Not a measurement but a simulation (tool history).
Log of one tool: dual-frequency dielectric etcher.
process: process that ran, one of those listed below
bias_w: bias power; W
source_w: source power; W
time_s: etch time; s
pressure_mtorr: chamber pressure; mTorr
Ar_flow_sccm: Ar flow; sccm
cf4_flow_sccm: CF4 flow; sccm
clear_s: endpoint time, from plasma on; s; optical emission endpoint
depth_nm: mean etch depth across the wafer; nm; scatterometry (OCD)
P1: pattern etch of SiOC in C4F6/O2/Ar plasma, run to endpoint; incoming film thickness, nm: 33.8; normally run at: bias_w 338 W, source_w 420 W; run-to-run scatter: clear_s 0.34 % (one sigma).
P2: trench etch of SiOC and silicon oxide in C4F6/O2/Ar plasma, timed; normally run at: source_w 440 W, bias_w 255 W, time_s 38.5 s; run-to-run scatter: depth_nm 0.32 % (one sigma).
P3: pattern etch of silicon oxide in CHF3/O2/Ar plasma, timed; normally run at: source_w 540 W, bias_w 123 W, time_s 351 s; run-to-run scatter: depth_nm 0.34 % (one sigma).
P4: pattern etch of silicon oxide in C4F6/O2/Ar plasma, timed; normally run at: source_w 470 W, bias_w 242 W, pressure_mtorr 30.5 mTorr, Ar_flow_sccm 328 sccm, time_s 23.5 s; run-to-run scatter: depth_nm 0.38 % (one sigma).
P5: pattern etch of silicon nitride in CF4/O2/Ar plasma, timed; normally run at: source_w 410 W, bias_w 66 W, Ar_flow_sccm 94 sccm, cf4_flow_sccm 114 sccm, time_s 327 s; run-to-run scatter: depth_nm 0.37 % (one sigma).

run,hour,process,bias_w,source_w,time_s,pressure_mtorr,Ar_flow_sccm,cf4_flow_sccm,clear_s,depth_nm
1,14.2,P1,338,420,,,,,13.204,
2,26.5,P2,255,440,38.5,,,,,87.609
3,35.1,P1,239,300,,,,,16.862,
4,49,P3,123,540,351,,,,,576.84
5,56.7,P4,242,290,23.5,30.5,328,,,71.551
6,74.1,P3,81,540,351,,,,,510.6
7,90,P2,255,440,23,,,,,52.182
8,103.4,P5,66,560,327,,94,114,,760.38
9,111.2,P2,255,300,38.5,,,,,75.21
10,128.1,P3,123,430,351,,,,,527.97
11,136.4,P4,242,470,35,30.5,328,,,127.86
12,146.4,P3,123,540,193,,,,,318.65
13,162.4,P4,242,470,23.5,30.5,204,,,90.089
14,170.1,P1,409,420,,,,,12.275,
15,187.6,P4,242,470,23.5,30.5,328,,,86.492
16,195.4,P4,198,470,23.5,30.5,328,,,80.36
17,210.4,P1,415,310,,,,,13.757,
18,223.7,P3,123,540,351,,,,,578.47
19,232.6,P1,338,310,,,,,14.83,
20,240.8,P1,200,420,,,,,15.587,
21,249.8,P5,66,410,180,,94,114,,319.96
22,263.6,P2,255,440,38.5,,,,,87.144
23,271.6,P2,170,440,38.5,,,,,76.501
24,280.1,P1,338,500,,,,,12.31,
25,292.6,P1,338,420,,,,,13.139,
26,306.5,P1,284,320,,,,,15.468,
27,315,P1,338,420,,,,,13.1,
28,327.3,P1,338,420,,,,,13.242,
29,335.3,P5,53,410,327,,94,114,,535.24
30,348,P4,242,470,23.5,38,328,,,83.381
31,362.4,P1,338,420,,,,,13.048,
32,370.6,P5,66,410,327,,94,114,,585.33
33,384.6,P5,66,410,327,,65,114,,602.54
34,395.4,P1,338,420,,,,,13.177,
35,413.1,P5,66,410,327,,94,143,,598.6
36,426.4,P1,338,420,,,,,13.242,
37,437.8,P1,338,420,,,,,13.144,
38,451.4,P1,338,420,,,,,13.122,
39,463.7,P1,338,420,,,,,13.019,
40,481.1,P1,338,420,,,,,13.028,
41,489.5,P1,338,420,,,,,12.926,
42,497.1,P1,338,420,,,,,12.947,
# hour 502.3: wet clean of the chamber
43,514.6,P1,338,420,,,,,12.955,
44,522.2,P1,338,420,,,,,12.977,
45,530.8,P1,338,420,,,,,12.852,
46,539.5,P1,338,420,,,,,12.953,
47,553,P1,338,420,,,,,12.93,

What P1 gives has crept away from where it was. These 2 causes fit the log equally well, each at the size given:
A: bias power that arrives over what is set, % = 4.95
B: source power that arrives over what is set, % = 4.61
The creep began at about hour 426.4.
Why every other cause is out:
chamber walls in a state that raises the etch rate, %: serviced at hour 502.3, which brought nothing back

4 check runs are offered, each on 2 wafers whose results are averaged, their results left as question marks. Which one tells the causes apart?
check 1,566.5,P2,197,440,23.5,,,,,?
check 2,566.5,P5,56,410,327,,94,114,,?
check 3,566.5,P3,94,450,351,,,,,?
check 4,566.5,P4,242,470,32,30.5,240,,,?

What each check would give under each cause:
check,result,if A,if B
check 1,depth_nm,49.726,49.822
check 2,depth_nm,556.97,568.69
check 3,depth_nm,503.72,505.46
check 4,depth_nm,123.1,123.25
How far apart the two closest causes lie, in the result that separates them most: check 1 0.19 %; check 2 2.08 %; check 3 0.35 %; check 4 0.12 %
Check 2 tells the causes apart: in the others they would give nearly the same result.

Check 2 was then run and gave: depth_nm 556.47 nm. Which cause is it?

It is A: bias power that arrives over what is set, %.
